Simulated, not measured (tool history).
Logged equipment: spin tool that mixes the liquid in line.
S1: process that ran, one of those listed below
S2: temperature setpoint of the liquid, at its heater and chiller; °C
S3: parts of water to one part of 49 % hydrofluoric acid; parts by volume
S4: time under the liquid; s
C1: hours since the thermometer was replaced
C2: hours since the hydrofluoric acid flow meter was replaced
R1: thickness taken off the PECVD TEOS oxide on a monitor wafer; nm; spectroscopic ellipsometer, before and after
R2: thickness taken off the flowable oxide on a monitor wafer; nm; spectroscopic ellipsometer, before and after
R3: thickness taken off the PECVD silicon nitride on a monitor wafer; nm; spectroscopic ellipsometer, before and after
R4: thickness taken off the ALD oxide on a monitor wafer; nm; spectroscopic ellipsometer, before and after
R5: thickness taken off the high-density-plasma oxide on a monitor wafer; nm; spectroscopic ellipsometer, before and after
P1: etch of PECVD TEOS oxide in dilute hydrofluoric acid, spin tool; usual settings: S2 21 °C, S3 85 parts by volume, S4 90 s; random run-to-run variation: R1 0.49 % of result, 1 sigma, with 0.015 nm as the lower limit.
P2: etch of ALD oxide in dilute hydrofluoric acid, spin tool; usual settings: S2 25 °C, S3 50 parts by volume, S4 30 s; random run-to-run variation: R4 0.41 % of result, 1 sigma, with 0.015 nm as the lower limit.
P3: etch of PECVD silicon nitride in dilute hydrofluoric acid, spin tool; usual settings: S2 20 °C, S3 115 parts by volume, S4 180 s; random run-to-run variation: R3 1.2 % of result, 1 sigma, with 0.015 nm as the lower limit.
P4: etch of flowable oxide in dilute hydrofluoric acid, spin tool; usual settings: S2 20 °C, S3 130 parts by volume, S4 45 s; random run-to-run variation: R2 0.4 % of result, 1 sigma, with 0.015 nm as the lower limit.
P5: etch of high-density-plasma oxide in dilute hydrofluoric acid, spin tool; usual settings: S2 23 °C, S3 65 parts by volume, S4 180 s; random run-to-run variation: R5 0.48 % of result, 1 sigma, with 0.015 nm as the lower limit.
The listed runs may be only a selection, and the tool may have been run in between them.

Run 1, hour 12.4: S1 P1, S2 21 °C, S3 85 parts by volume, S4 90 s; C1 560.8; C2 525.5. Result: R1 10.393 nm.
Run 2, hour 27: S1 P1, S2 17 °C, S3 85 parts by volume, S4 90 s; C1 575.4; C2 540.1. Result: R1 8.6912 nm.
Run 3, hour 33.9: S1 P4, S2 20 °C, S3 60 parts by volume, S4 45 s; C1 582.3; C2 547. Result: R2 34.995 nm.
Run 4, hour 41.7: S1 P1, S2 21 °C, S3 85 parts by volume, S4 90 s; C1 590.1; C2 554.8. Result: R1 10.382 nm.
Run 5, hour 49.5: S1 P1, S2 21 °C, S3 45 parts by volume, S4 90 s; C1 597.9; C2 562.6. Result: R1 20.378 nm.
Run 6, hour 57.9: S1 P3, S2 20 °C, S3 115 parts by volume, S4 300 s; C1 606.3; C2 571. Result: R3 3.4161 nm.
Run 7, hour 65: S1 P3, S2 25.5 °C, S3 115 parts by volume, S4 180 s; C1 613.4; C2 578.1. Result: R3 3.005 nm.
Run 8, hour 76.2: S1 P4, S2 20 °C, S3 130 parts by volume, S4 45 s; C1 624.6; C2 589.3. Result: R2 14.907 nm.
Run 9, hour 86.7: S1 P2, S2 25 °C, S3 80 parts by volume, S4 30 s; C1 635.1; C2 599.8. Result: R4 7.081 nm.
Run 10, hour 98.5: S1 P2, S2 25 °C, S3 50 parts by volume, S4 60 s; C1 646.9; C2 611.6. Result: R4 23.703 nm.
Run 11, hour 110.1: S1 P1, S2 21 °C, S3 115 parts by volume, S4 90 s; C1 658.5; C2 623.2. Result: R1 7.4216 nm.
Run 12, hour 118: S1 P2, S2 33.5 °C, S3 50 parts by volume, S4 30 s; C1 666.4; C2 631.1. Result: R4 16.473 nm.
Run 13, hour 124.6: S1 P2, S2 25 °C, S3 50 parts by volume, S4 30 s; C1 673; C2 637.7. Result: R4 11.765 nm.
Run 14, hour 131.5: S1 P1, S2 21 °C, S3 85 parts by volume, S4 20 s; C1 679.9; C2 644.6. Result: R1 2.2809 nm.
Run 15, hour 144.8: S1 P1, S2 25 °C, S3 25 parts by volume, S4 90 s; C1 693.2; C2 657.9. Result: R1 45.06 nm.
Run 16, hour 158.7: S1 P1, S2 24.5 °C, S3 125 parts by volume, S4 90 s; C1 707.1; C2 671.8. Result: R1 7.7913 nm.
Run 17, hour 168.4: S1 P5, S2 23 °C, S3 105 parts by volume, S4 180 s; C1 716.8; C2 681.5. Result: R5 8.5105 nm.
Run 18, hour 176.5: S1 P5, S2 23 °C, S3 65 parts by volume, S4 60 s; C1 724.9; C2 689.6. Result: R5 4.7911 nm.
Run 19, hour 185.5: S1 P3, S2 20 °C, S3 115 parts by volume, S4 180 s; C1 733.9; C2 698.6. Result: R3 2.0858 nm.
Run 20, hour 200.3: S1 P1, S2 21 °C, S3 85 parts by volume, S4 90 s; C1 748.7; C2 713.4. Result: R1 10.351 nm.
Run 21, hour 207.6: S1 P1, S2 17 °C, S3 85 parts by volume, S4 45 s; C1 756; C2 720.7. Result: R1 4.3839 nm.
Run 22, hour 219.4: S1 P1, S2 21 °C, S3 85 parts by volume, S4 90 s; C1 767.8; C2 732.5. Result: R1 10.349 nm.
Run 23, hour 234.1: S1 P1, S2 21 °C, S3 85 parts by volume, S4 175 s; C1 782.5; C2 747.2. Result: R1 20.056 nm.
Run 24, hour 240.7: S1 P3, S2 20 °C, S3 115 parts by volume, S4 180 s; C1 789.1; C2 753.8. Result: R3 2.0888 nm.
Run 25, hour 254: S1 P5, S2 17 °C, S3 65 parts by volume, S4 180 s; C1 802.4; C2 767.1. Result: R5 11.216 nm.
Run 26, hour 261.9: S1 P5, S2 23 °C, S3 65 parts by volume, S4 180 s; C1 810.3; C2 775. Result: R5 14.415 nm.
Run 27, hour 270.7: S1 P3, S2 20 °C, S3 45 parts by volume, S4 180 s; C1 819.1; C2 783.8. Result: R3 5.2066 nm.
Run 28, hour 281.7: S1 P1, S2 21 °C, S3 85 parts by volume, S4 90 s; C1 830.1; C2 794.8. Result: R1 10.403 nm.
Run 29, hour 295.8: S1 P4, S2 28 °C, S3 130 parts by volume, S4 45 s; C1 844.2; C2 808.9. Result: R2 20.183 nm.
Run 30, hour 305.8: S1 P1, S2 27.5 °C, S3 85 parts by volume, S4 90 s; C1 854.2; C2 818.9. Result: R1 13.442 nm.
Run 31, hour 313.6: S1 P4, S2 20 °C, S3 130 parts by volume, S4 20 s; C1 862; C2 826.7. Result: R2 6.5951 nm.
Run 32, hour 320.5: S1 P1, S2 21 °C, S3 85 parts by volume, S4 90 s; C1 868.9; C2 833.6. Result: R1 10.363 nm.
Run 33, hour 329.1: S1 P1, S2 21 °C, S3 85 parts by volume, S4 90 s; C1 877.5; C2 842.2. Result: R1 10.54 nm.
Run 34, hour 338.1: S1 P1, S2 21 °C, S3 85 parts by volume, S4 90 s; C1 886.5; C2 851.2. Result: R1 10.804 nm.
Run 35, hour 348.3: S1 P1, S2 21 °C, S3 85 parts by volume, S4 90 s; C1 896.7; C2 861.4. Result: R1 10.972 nm.
Run 36, hour 357.5: S1 P1, S2 21 °C, S3 85 parts by volume, S4 90 s; C1 905.9; C2 870.6. Result: R1 11.23 nm.
Run 37, hour 366.9: S1 P1, S2 21 °C, S3 85 parts by volume, S4 90 s; C1 915.3; C2 880. Result: R1 11.087 nm.
Run 38, hour 377.6: S1 P1, S2 21 °C, S3 85 parts by volume, S4 90 s; C1 926; C2 890.7. Result: R1 11.004 nm.
Run 39, hour 392.5: S1 P1, S2 21 °C, S3 85 parts by volume, S4 90 s; C1 940.9; C2 905.6. Result: R1 11.159 nm.
Run 40, hour 401.4: S1 P1, S2 21 °C, S3 85 parts by volume, S4 90 s; C1 949.8; C2 914.5. Result: R1 11.192 nm.

P1 no longer gives what it gave before; its output has crept away from where it was. The following 2 causes, each at its listed size, fit the log equally well:
A: liquid hotter than its thermometer reads (K) = 1.95
B: hydrofluoric acid flow above the setpoint (%) = 7.49
The process output started creeping at around hour 320.5.

Which of the 4 check runs listed below, each an average over 3 wafers with its results shown as question marks, gives clearly different results under the different listed causes?
Run check 1, hour 410.3: S1 P5, S2 18.5 °C, S3 85 parts by volume, S4 180 s. Result: R5 ?.
Run check 2, hour 410.3: S1 P3, S2 23.5 °C, S3 115 parts by volume, S4 180 s. Result: R3 ?.
Run check 3, hour 410.3: S1 P2, S2 25 °C, S3 70 parts by volume, S4 50 s. Result: R4 ?.
Run check 4, hour 410.3: S1 P4, S2 20 °C, S3 75 parts by volume, S4 45 s. Result: R2 ?.

Check results expected under each cause:
  check  result    if A    if B
check 1      R5   9.748  9.7237
check 2      R3  2.9975  2.8344
check 3      R4  14.856  14.871
check 4      R2  29.739  29.669
Distance between the nearest two causes, measured in the result of the check that separates them most: check 1 0.25 %; check 2 5.6 %; check 3 0.1 %; check 4 0.24 %
Check 2 is the one run that separates the causes; every other check would come out nearly the same whichever cause is at work.

Check 2 has now been run. It gave: R3 3.015 nm. Which of the candidate causes is it?

It is A: liquid hotter than its thermometer reads (K).
